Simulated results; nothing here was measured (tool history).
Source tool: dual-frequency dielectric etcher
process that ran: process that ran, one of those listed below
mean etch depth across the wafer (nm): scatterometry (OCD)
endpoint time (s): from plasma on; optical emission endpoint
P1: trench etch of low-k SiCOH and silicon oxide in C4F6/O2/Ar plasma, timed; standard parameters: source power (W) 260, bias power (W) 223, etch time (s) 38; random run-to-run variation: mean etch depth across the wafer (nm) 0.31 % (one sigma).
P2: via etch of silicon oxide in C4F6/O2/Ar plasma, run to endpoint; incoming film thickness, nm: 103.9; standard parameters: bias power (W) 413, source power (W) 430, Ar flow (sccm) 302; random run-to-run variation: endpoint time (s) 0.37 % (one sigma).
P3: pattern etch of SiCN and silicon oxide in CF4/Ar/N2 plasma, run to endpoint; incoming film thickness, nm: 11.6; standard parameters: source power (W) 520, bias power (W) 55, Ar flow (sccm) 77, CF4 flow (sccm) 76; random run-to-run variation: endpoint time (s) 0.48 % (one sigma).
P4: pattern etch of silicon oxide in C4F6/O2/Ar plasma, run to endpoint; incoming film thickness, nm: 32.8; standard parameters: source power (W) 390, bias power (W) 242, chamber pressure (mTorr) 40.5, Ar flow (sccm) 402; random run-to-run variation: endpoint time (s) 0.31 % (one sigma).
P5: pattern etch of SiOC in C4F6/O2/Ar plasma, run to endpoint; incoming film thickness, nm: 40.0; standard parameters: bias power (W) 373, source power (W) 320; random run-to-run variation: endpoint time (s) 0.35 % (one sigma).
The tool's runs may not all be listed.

run	hour	process that ran	source power (W)	bias power (W)	etch time (s)	chamber pressure (mTorr)	Ar flow (sccm)	CF4 flow (sccm)	mean etch depth across the wafer (nm)	endpoint time (s)
1	5.8	P1	260	223	38				114.77	
2	11.1	P4	390	242		40.5	402			10.475
3	15.3	P1	260	223	38				114.58	
4	23.4	P2	430	294			302			26.698
5	32.1	P5	320	260						18.475
6	39.7	P1	170	223	38				97.672	
7	45.4	P4	390	242		40.5	402			10.458
8	53.6	P1	260	223	38				114.75	
9	60	P2	430	413			192			22.517
10	65.6	P3	520	55			100	76		12.787
11	73.3	P1	260	223	38				114.3	
12	81.1	P1	260	223	38				115	
13	85.6	P1	360	223	38				130.85	
14	91.6	P1	260	178	38				106.52	
15	97.9	P2	430	413			302			23.619
16	104	P1	260	282	24				78.843	
17	112.5	P2	600	413			302			20.884
18	117.3	P3	320	55			77	76		19.078
19	123.6	P3	520	55			77	76		12.333
20	129	P4	390	242		31	402			10.133
21	136.8	P3	520	77			77	76		11.104
22	141.7	P1	260	223	38				115.19	
23	149.9	P5	320	373						16.293
24	156	P5	390	373						15.068
25	162.5	P1	260	223	24				72.448	
26	170.7	P1	260	223	46.5				140.47	
27	176.1	P1	200	223	29				79.261	
28	182.3	P3	520	55			77	94		12.046
29	188.9	P4	390	242		40.5	482			10.715
# hour 190.7: wet clean of the chamber
30	197.2	P4	390	315		40.5	402			9.4991
31	203.4	P1	260	223	38				114.72	
32	209.9	P4	520	242		40.5	402			9.346
33	216	P1	260	284	38				124.36	
34	221.7	P1	260	223	38				114.63	
35	230.5	P1	260	223	38				113.77	
36	234.3	P1	260	223	38				113.13	
37	240.4	P1	260	223	38				112.54	
38	245	P1	260	223	38				113.22	
# hour 248.6: wet clean of the chamber
39	249.4	P1	260	223	38				112.82	
40	254.5	P1	260	223	38				112.48	
41	261.7	P1	260	223	38				113.09	

The output of P1 has drifted from where it used to be. Each of the 2 causes below, taken at the size shown beside it, accounts for the log equally well:
A: bias power that arrives under what is set, % = 4.86
B: source power that arrives under what is set, % = 4.32
The drift started at roughly hour 221.7.
Every other cause this tool's parts could produce, and why it does not fit the log:
chamber walls in a state that lowers the etch rate, %: its service at hour 248.6 followed the start of the drift and did not put the process back to its old value

Which of the check runs below tells the causes apart, meaning the causes would give it clearly different results? Each run uses 3 wafers whose results are averaged, and each result is shown as a question mark.
check 1	268.9	P5	370	373						?
check 2	268.9	P2	430	413			252			?
check 3	268.9	P4	500	242		33.5	402			?
check 4	268.9	P3	380	72			77	76		?

What every check run would give for each of its results, assuming each possible cause in turn:
check	result	if A	if B
check 1	endpoint time (s)	15.69	15.669
check 2	endpoint time (s)	23.635	23.599
check 3	endpoint time (s)	9.4536	9.4592
check 4	endpoint time (s)	15.255	15.61
Separation of the two closest causes in each check, using whichever result separates them best: check 1 0.13 %; check 2 0.15 %; check 3 0.06 %; check 4 2.3 %
The causes can be told apart only by check 4. The other checks would give nearly the same results under each of them.

Check 4 was then run and gave: endpoint time (s) 15.258. Which cause is it?

The cause is A: bias power that arrives under what is set, %.
